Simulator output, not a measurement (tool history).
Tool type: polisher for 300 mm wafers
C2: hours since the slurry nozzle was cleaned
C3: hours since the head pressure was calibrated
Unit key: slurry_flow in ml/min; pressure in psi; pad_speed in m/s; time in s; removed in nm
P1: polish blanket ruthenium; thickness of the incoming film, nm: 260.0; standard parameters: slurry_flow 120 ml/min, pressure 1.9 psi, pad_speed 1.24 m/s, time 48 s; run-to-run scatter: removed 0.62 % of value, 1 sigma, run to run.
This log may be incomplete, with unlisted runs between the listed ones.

Run 1, day 0.592: slurry_flow 120 ml/min, pressure 1.9 psi, pad_speed 1.24 m/s, time 48 s; wafers polished on this pad 1134; C2 389.1; C3 272.7. Result: removed 56.921 nm.
Run 2, day 0.950: slurry_flow 120 ml/min, pressure 1.9 psi, pad_speed 1.24 m/s, time 48 s; wafers polished on this pad 1276; C2 397.7; C3 281.3. Result: removed 57.074 nm.
Run 3, day 1.471: slurry_flow 185 ml/min, pressure 1.9 psi, pad_speed 1.24 m/s, time 48 s; wafers polished on this pad 1482; C2 410.2; C3 293.8. Result: removed 61.788 nm.
Run 4, day 2.062: slurry_flow 120 ml/min, pressure 1.9 psi, pad_speed 1.24 m/s, time 48 s; wafers polished on this pad 1717; C2 424.4; C3 308.0. Result: removed 57.444 nm.
At day 2.342: worn pad replaced by a new one.
Run 5, day 2.475: slurry_flow 120 ml/min, pressure 1.9 psi, pad_speed 1.24 m/s, time 74 s; wafers polished on this pad 53; C2 434.3; C3 317.9. Result: removed 89.342 nm.
Run 6, day 2.762: slurry_flow 85 ml/min, pressure 1.9 psi, pad_speed 1.24 m/s, time 28 s; wafers polished on this pad 167; C2 441.2; C3 324.8. Result: removed 30.911 nm.
Run 7, day 3.292: slurry_flow 120 ml/min, pressure 1.9 psi, pad_speed 1.24 m/s, time 22 s; wafers polished on this pad 377; C2 453.9; C3 337.5. Result: removed 26.235 nm.
Run 8, day 3.892: slurry_flow 70 ml/min, pressure 1.9 psi, pad_speed 1.24 m/s, time 48 s; wafers polished on this pad 615; C2 468.3; C3 351.9. Result: removed 49.917 nm.
Run 9, day 4.546: slurry_flow 120 ml/min, pressure 1.9 psi, pad_speed 1.24 m/s, time 48 s; wafers polished on this pad 874; C2 484.0; C3 367.6. Result: removed 57.268 nm.
Run 10, day 5.150: slurry_flow 120 ml/min, pressure 2.5 psi, pad_speed 1.24 m/s, time 48 s; wafers polished on this pad 1114; C2 498.5; C3 382.1. Result: removed 75.280 nm.
Run 11, day 5.788: slurry_flow 120 ml/min, pressure 1.9 psi, pad_speed 1.24 m/s, time 48 s; wafers polished on this pad 1367; C2 513.8; C3 397.4. Result: removed 57.803 nm.
Run 12, day 6.250: slurry_flow 120 ml/min, pressure 1.9 psi, pad_speed 1.24 m/s, time 48 s; wafers polished on this pad 1550; C2 524.9; C3 408.5. Result: removed 57.551 nm.
Run 13, day 6.579: slurry_flow 120 ml/min, pressure 0.9 psi, pad_speed 1.24 m/s, time 48 s; wafers polished on this pad 1681; C2 532.8; C3 416.4. Result: removed 27.585 nm.
Run 14, day 7.054: slurry_flow 120 ml/min, pressure 1.9 psi, pad_speed 1.58 m/s, time 48 s; wafers polished on this pad 1869; C2 544.2; C3 427.8. Result: removed 73.244 nm.
Run 15, day 7.342: slurry_flow 120 ml/min, pressure 1.9 psi, pad_speed 0.56 m/s, time 48 s; wafers polished on this pad 1983; C2 551.1; C3 434.7. Result: removed 26.021 nm.
Run 16, day 7.821: slurry_flow 120 ml/min, pressure 2.6 psi, pad_speed 1.24 m/s, time 71 s; wafers polished on this pad 2173; C2 562.6; C3 446.2. Result: removed 117.030 nm.
Run 17, day 8.238: slurry_flow 120 ml/min, pressure 1.9 psi, pad_speed 1.24 m/s, time 48 s; wafers polished on this pad 2339; C2 572.6; C3 456.2. Result: removed 57.438 nm.
Run 18, day 8.738: slurry_flow 120 ml/min, pressure 1.9 psi, pad_speed 1.24 m/s, time 48 s; wafers polished on this pad 2537; C2 584.6; C3 468.2. Result: removed 55.468 nm.
Run 19, day 9.258: slurry_flow 120 ml/min, pressure 1.9 psi, pad_speed 1.24 m/s, time 48 s; wafers polished on this pad 2744; C2 597.1; C3 480.7. Result: removed 54.589 nm.
Run 20, day 9.596: slurry_flow 120 ml/min, pressure 1.9 psi, pad_speed 1.24 m/s, time 48 s; wafers polished on this pad 2877; C2 605.2; C3 488.8. Result: removed 53.726 nm.
Run 21, day 10.038: slurry_flow 120 ml/min, pressure 1.9 psi, pad_speed 1.24 m/s, time 48 s; wafers polished on this pad 3053; C2 615.8; C3 499.4. Result: removed 53.977 nm.
Run 22, day 10.433: slurry_flow 120 ml/min, pressure 1.9 psi, pad_speed 1.24 m/s, time 48 s; wafers polished on this pad 3210; C2 625.3; C3 508.9. Result: removed 53.000 nm.

What will run 23 give?
At day 10.712: worn pad replaced by a new one.
Run 23, day 10.854: slurry_flow 120 ml/min, pressure 1.9 psi, pad_speed 1.24 m/s, time 48 s; wafers polished on this pad 57; C2 635.4; C3 519.0. Result: removed ?.

Run 23 produced removed 52.546 nm.
